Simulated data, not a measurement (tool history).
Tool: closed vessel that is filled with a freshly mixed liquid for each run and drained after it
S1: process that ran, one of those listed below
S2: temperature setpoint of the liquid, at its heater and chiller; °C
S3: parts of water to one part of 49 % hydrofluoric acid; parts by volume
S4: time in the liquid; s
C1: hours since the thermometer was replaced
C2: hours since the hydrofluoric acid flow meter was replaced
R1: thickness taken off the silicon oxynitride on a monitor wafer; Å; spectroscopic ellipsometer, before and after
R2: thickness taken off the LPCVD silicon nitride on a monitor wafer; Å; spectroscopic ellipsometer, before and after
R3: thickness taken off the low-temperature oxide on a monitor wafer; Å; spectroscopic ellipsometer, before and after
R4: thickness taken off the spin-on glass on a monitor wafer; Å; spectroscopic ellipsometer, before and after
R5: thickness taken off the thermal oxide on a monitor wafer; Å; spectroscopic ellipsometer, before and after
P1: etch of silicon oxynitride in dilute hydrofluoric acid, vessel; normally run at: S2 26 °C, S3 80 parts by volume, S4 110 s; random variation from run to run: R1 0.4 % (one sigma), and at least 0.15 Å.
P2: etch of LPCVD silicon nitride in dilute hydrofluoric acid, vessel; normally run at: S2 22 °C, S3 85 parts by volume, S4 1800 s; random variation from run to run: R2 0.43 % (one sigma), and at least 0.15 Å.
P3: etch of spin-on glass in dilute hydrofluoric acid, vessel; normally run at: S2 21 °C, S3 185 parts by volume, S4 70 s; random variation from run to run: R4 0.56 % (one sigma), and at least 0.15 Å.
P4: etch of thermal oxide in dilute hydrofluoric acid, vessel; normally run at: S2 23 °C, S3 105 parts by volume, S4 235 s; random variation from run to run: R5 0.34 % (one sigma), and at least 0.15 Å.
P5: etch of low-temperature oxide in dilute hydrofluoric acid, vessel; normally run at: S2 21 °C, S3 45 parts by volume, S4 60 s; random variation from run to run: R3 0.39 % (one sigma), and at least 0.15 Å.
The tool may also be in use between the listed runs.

run   hour  S1    S2   S3    S4     C1      C2      R1      R2      R3      R4      R5
  1     16  P1    26   80   110    451   808.3  73.073
  2   23.9  P2    22   85  1800  458.9   816.2          95.977
  3     37  P5    17   45    60    472   829.3                  179.09
  4   54.2  P1    26   80    35  489.2   846.5  23.203
  5   71.4  P3    17  185    70  506.4   863.7                          129.79
  6   83.2  P3    21   40    70  518.2   875.5                          829.87
  7    100  P2    22   85  1800    535   892.3           95.33
  8  114.8  P4    23  105   235  549.8   907.1                                  102.14
  9    129  P4    23   25   235    564   921.3                                  478.13
 10  136.9  P3    21  185    70  571.9   929.2                          151.56
 11  153.6  P1    26   40   110  588.6   945.9  150.43
 12  169.9  P1    26  105   185  604.9   962.2  91.361
 13  181.4  P1    32   80   110  616.4   973.7  96.842
 14  195.4  P4    17  105   235  630.4   987.7                                  80.496
 15  212.4  P1    26   80   110  647.4  1004.7  72.999
 16  226.2  P5    21   45   100  661.2  1018.5                   353.3
 17  243.5  P2    22  145  1800  678.5  1035.8          56.355
 18  252.9  P1    26   80   110  687.9  1045.2  73.266
 19  270.4  P5    21   20    60  705.4  1062.7                  493.43
 20  287.2  P1    26  120   110  722.2  1079.5  46.798
 21  301.3  P1    26   80   110  736.3  1093.6  72.843
 22  316.3  P2    22   85  3605  751.3  1108.6          189.85
 23  328.6  P1    26   80   110  763.6  1120.9  73.316
 24  337.4  P1    26   80   200  772.4  1129.7  133.33
 25  350.1  P1    19   80   110  785.1  1142.4  51.971
 26  365.7  P2  27.5   85  1800  800.7    1158          139.16
 27  375.6  P1  22.5   45   110  810.6  1167.9  113.08

Run 28 comes next. What will it give?
 28  389.3  P4  23  105  90  824.3  1181.6                   ?

{"run 28": {"R5": 39.642}}
